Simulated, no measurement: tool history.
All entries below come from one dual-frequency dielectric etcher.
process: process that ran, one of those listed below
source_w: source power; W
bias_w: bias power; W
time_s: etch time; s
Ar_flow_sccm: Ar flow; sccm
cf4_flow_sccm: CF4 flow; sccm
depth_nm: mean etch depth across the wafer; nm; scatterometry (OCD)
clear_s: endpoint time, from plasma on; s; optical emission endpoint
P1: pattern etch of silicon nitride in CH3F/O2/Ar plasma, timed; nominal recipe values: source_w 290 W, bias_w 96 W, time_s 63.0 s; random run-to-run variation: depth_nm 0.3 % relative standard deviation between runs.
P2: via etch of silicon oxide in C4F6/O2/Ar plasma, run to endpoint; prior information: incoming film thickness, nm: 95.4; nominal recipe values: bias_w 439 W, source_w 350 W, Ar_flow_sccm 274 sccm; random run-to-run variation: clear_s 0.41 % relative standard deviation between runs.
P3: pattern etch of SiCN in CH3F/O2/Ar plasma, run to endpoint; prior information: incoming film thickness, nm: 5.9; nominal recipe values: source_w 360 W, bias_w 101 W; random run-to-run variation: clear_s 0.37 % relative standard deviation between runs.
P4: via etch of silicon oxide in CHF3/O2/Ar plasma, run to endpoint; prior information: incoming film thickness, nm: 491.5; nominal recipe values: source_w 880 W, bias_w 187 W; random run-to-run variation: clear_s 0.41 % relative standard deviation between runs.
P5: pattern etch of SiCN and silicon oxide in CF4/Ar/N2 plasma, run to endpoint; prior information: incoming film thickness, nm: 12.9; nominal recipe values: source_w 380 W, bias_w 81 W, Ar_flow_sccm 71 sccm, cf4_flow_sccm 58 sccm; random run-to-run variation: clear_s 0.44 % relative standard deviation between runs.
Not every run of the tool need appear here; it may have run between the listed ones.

Run 1, hour 6.4: process P1, source_w 290 W, bias_w 96 W, time_s 63.0 s. Result: depth_nm 42.839 nm.
Run 2, hour 10.2: process P1, source_w 210 W, bias_w 78 W, time_s 63.0 s. Result: depth_nm 35.264 nm.
Run 3, hour 13.3: process P2, source_w 490 W, bias_w 439 W, Ar_flow_sccm 274 sccm. Result: clear_s 20.574 s.
At hour 16.5: wet clean of the chamber.
Run 4, hour 16.7: process P5, source_w 240 W, bias_w 81 W, Ar_flow_sccm 71 sccm, cf4_flow_sccm 58 sccm. Result: clear_s 24.569 s.
Run 5, hour 20.6: process P1, source_w 290 W, bias_w 60 W, time_s 63.0 s. Result: depth_nm 36.434 nm.
Run 6, hour 26.0: process P4, source_w 880 W, bias_w 113 W. Result: clear_s 233.810 s.
Run 7, hour 29.4: process P3, source_w 500 W, bias_w 101 W. Result: clear_s 12.759 s.
Run 8, hour 35.4: process P5, source_w 380 W, bias_w 81 W, Ar_flow_sccm 71 sccm, cf4_flow_sccm 58 sccm. Result: clear_s 16.271 s.
Run 9, hour 41.4: process P5, source_w 380 W, bias_w 81 W, Ar_flow_sccm 50 sccm, cf4_flow_sccm 58 sccm. Result: clear_s 15.723 s.
Run 10, hour 45.3: process P1, source_w 290 W, bias_w 96 W, time_s 63.0 s. Result: depth_nm 42.931 nm.
Run 11, hour 51.1: process P3, source_w 360 W, bias_w 101 W. Result: clear_s 14.479 s.
Run 12, hour 57.3: process P3, source_w 360 W, bias_w 63 W. Result: clear_s 17.071 s.
Run 13, hour 63.2: process P1, source_w 290 W, bias_w 96 W, time_s 63.0 s. Result: depth_nm 42.894 nm.
Run 14, hour 69.4: process P4, source_w 660 W, bias_w 187 W. Result: clear_s 223.300 s.
Run 15, hour 74.9: process P1, source_w 400 W, bias_w 96 W, time_s 63.0 s. Result: depth_nm 48.095 nm.
Run 16, hour 80.9: process P2, source_w 350 W, bias_w 315 W, Ar_flow_sccm 274 sccm. Result: clear_s 26.358 s.
Run 17, hour 83.7: process P4, source_w 880 W, bias_w 187 W. Result: clear_s 200.710 s.
Run 18, hour 88.7: process P5, source_w 380 W, bias_w 114 W, Ar_flow_sccm 71 sccm, cf4_flow_sccm 58 sccm. Result: clear_s 14.390 s.
Run 19, hour 92.2: process P5, source_w 380 W, bias_w 81 W, Ar_flow_sccm 71 sccm, cf4_flow_sccm 43 sccm. Result: clear_s 17.083 s.
Run 20, hour 95.3: process P1, source_w 290 W, bias_w 96 W, time_s 63.0 s. Result: depth_nm 42.876 nm.
Run 21, hour 99.7: process P1, source_w 290 W, bias_w 96 W, time_s 85.0 s. Result: depth_nm 57.905 nm.
Run 22, hour 105.0: process P2, source_w 350 W, bias_w 439 W, Ar_flow_sccm 173 sccm. Result: clear_s 22.143 s.
Run 23, hour 109.8: process P1, source_w 290 W, bias_w 96 W, time_s 63.0 s. Result: depth_nm 43.039 nm.
At hour 111.9: bias power generator calibrated.
Run 24, hour 115.5: process P1, source_w 290 W, bias_w 135 W, time_s 63.0 s. Result: depth_nm 48.789 nm.
Run 25, hour 118.7: process P1, source_w 290 W, bias_w 96 W, time_s 42.5 s. Result: depth_nm 28.951 nm.
Run 26, hour 123.7: process P1, source_w 210 W, bias_w 96 W, time_s 63.0 s. Result: depth_nm 37.913 nm.
Run 27, hour 129.7: process P2, source_w 350 W, bias_w 439 W, Ar_flow_sccm 274 sccm. Result: clear_s 23.195 s.
Run 28, hour 133.2: process P1, source_w 290 W, bias_w 96 W, time_s 63.0 s. Result: depth_nm 42.971 nm.
Run 29, hour 139.3: process P1, source_w 290 W, bias_w 96 W, time_s 63.0 s. Result: depth_nm 43.189 nm.
Run 30, hour 145.6: process P1, source_w 290 W, bias_w 96 W, time_s 63.0 s. Result: depth_nm 43.346 nm.
Run 31, hour 150.5: process P1, source_w 290 W, bias_w 96 W, time_s 63.0 s. Result: depth_nm 43.438 nm.
Run 32, hour 156.9: process P1, source_w 290 W, bias_w 96 W, time_s 63.0 s. Result: depth_nm 43.589 nm.
Run 33, hour 160.5: process P1, source_w 290 W, bias_w 96 W, time_s 63.0 s. Result: depth_nm 43.565 nm.
At hour 160.8: wet clean of the chamber.
Run 34, hour 163.6: process P1, source_w 290 W, bias_w 96 W, time_s 63.0 s. Result: depth_nm 43.477 nm.
Run 35, hour 166.5: process P1, source_w 290 W, bias_w 96 W, time_s 63.0 s. Result: depth_nm 43.739 nm.
Run 36, hour 171.8: process P1, source_w 290 W, bias_w 96 W, time_s 63.0 s. Result: depth_nm 43.506 nm.

The output of P1 has drifted from where it used to be. Each of the 2 causes below, taken at the size shown beside it, accounts for the log equally well:
A: bias power that arrives over what is set, % = 4.11
B: source power that arrives over what is set, % = 4.13
The onset of the drift is placed at about hour 133.2.
All other causes, with the reason each is excluded:
chamber walls in a state that raises the etch rate, %: its service at hour 160.8 followed the start of the drift and did not put the process back to its old value

You are offered 4 check runs, listed below with question marks in place of their results; each one averages 3 wafers. Which run separates the listed causes by giving clearly different results for each?
Run check 1, hour 177.1: process P4, source_w 880 W, bias_w 114 W. Result: clear_s ?.
Run check 2, hour 177.1: process P5, source_w 380 W, bias_w 106 W, Ar_flow_sccm 51 sccm, cf4_flow_sccm 58 sccm. Result: clear_s ?.
Run check 3, hour 177.1: process P2, source_w 490 W, bias_w 439 W, Ar_flow_sccm 274 sccm. Result: clear_s ?.
Run check 4, hour 177.1: process P3, source_w 460 W, bias_w 66 W. Result: clear_s ?.

What each check would give under each cause:
  check   result     if A     if B
check 1  clear_s  230.910  229.940
check 2  clear_s   14.154   13.852
check 3  clear_s   20.234   20.226
check 4  clear_s   15.105   15.082
Per check, the gap between the least separated pair of causes, taken in the result that splits them most: check 1 0.42 %; check 2 2.16 %; check 3 0.04 %; check 4 0.15 %
The other checks would show nearly matching results whichever cause is true, so check 2 is the only one that separates the causes.

After running check 2, the following was obtained: clear_s 14.142 s. Which cause does this point to?

The cause is A: bias power that arrives over what is set, %.

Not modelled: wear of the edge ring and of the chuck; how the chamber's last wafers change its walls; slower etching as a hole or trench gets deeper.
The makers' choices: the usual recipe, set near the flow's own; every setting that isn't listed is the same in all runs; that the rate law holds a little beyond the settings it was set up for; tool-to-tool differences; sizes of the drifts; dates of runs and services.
